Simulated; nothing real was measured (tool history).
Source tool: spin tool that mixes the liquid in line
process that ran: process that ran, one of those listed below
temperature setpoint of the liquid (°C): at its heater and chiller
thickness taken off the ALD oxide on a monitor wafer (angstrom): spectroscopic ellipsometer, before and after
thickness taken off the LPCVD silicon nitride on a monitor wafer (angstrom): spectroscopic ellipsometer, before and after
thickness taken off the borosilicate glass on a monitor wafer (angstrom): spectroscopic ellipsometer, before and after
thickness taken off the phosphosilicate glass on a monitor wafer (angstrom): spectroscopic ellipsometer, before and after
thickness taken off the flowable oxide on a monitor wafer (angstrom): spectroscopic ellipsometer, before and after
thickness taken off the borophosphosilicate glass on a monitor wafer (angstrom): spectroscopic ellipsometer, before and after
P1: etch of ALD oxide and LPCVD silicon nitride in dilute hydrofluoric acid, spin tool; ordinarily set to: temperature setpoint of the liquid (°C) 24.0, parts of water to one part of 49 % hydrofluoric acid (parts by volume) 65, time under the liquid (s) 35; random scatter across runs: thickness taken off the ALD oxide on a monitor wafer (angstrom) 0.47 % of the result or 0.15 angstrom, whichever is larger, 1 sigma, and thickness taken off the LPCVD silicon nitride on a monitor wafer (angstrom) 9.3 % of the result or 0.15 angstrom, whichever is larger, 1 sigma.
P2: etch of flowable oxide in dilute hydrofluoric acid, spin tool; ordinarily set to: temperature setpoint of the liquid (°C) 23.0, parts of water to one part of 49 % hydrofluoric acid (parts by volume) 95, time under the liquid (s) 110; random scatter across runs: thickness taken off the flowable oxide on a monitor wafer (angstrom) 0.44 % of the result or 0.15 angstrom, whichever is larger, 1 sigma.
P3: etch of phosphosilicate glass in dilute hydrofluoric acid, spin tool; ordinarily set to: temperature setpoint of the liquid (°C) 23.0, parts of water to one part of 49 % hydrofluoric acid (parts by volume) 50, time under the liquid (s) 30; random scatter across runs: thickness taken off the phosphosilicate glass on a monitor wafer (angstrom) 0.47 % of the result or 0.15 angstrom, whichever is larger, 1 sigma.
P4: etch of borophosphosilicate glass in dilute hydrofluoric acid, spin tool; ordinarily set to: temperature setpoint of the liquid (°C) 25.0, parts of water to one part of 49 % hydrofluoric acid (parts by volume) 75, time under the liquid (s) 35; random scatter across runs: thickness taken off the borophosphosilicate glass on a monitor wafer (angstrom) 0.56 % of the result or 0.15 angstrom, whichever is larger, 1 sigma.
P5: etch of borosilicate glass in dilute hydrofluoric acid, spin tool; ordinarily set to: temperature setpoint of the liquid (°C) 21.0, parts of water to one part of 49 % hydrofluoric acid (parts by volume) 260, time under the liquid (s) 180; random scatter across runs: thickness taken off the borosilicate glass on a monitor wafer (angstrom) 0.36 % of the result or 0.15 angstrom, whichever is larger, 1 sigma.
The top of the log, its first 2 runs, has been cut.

run	day	process that ran	temperature setpoint of the liquid (°C)	parts of water to one part of 49 % hydrofluoric acid (parts by volume)	time under the liquid (s)	thickness taken off the ALD oxide on a monitor wafer (angstrom)	thickness taken off the LPCVD silicon nitride on a monitor wafer (angstrom)	thickness taken off the borosilicate glass on a monitor wafer (angstrom)	thickness taken off the phosphosilicate glass on a monitor wafer (angstrom)	thickness taken off the flowable oxide on a monitor wafer (angstrom)	thickness taken off the borophosphosilicate glass on a monitor wafer (angstrom)
3	0.933	P1	24.0	65	15	76.285	1.1890				
4	1.233	P5	28.0	260	180			282.550			
5	1.525	P1	28.0	65	35	210.600	2.7430				
6	1.842	P3	23.0	25	30				1243.1		
7	2.183	P2	23.0	95	40					197.51	
8	2.342	P5	21.0	260	70			85.387			
# day 2.442: thermometer replaced
9	2.679	P2	23.0	95	110					543.07	
10	3.012	P2	30.0	95	110					718.87	
11	3.262	P4	17.0	75	35						105.450
12	3.458	P5	21.0	260	180			220.100			
13	3.717	P4	25.0	75	35						145.320
14	3.908	P1	24.0	110	35	100.070	1.4384				
15	4.250	P4	25.0	110	35						95.035
16	4.433	P1	18.5	65	35	142.230	1.8318				
17	4.758	P2	23.0	95	110					544.62	
18	5.071	P3	23.0	50	55				1105.3		
19	5.267	P5	21.0	470	180			100.960			
20	5.592	P2	23.0	20	110					2839.70	
21	5.942	P1	24.0	65	35	178.990	2.0827				

Estimate the outcome of run 22 from the log above:
22	6.171	P1	20.5	30	35	?	?				

thickness taken off the ALD oxide on a monitor wafer (angstrom): 349.270
thickness taken off the LPCVD silicon nitride on a monitor wafer (angstrom): 3.6747
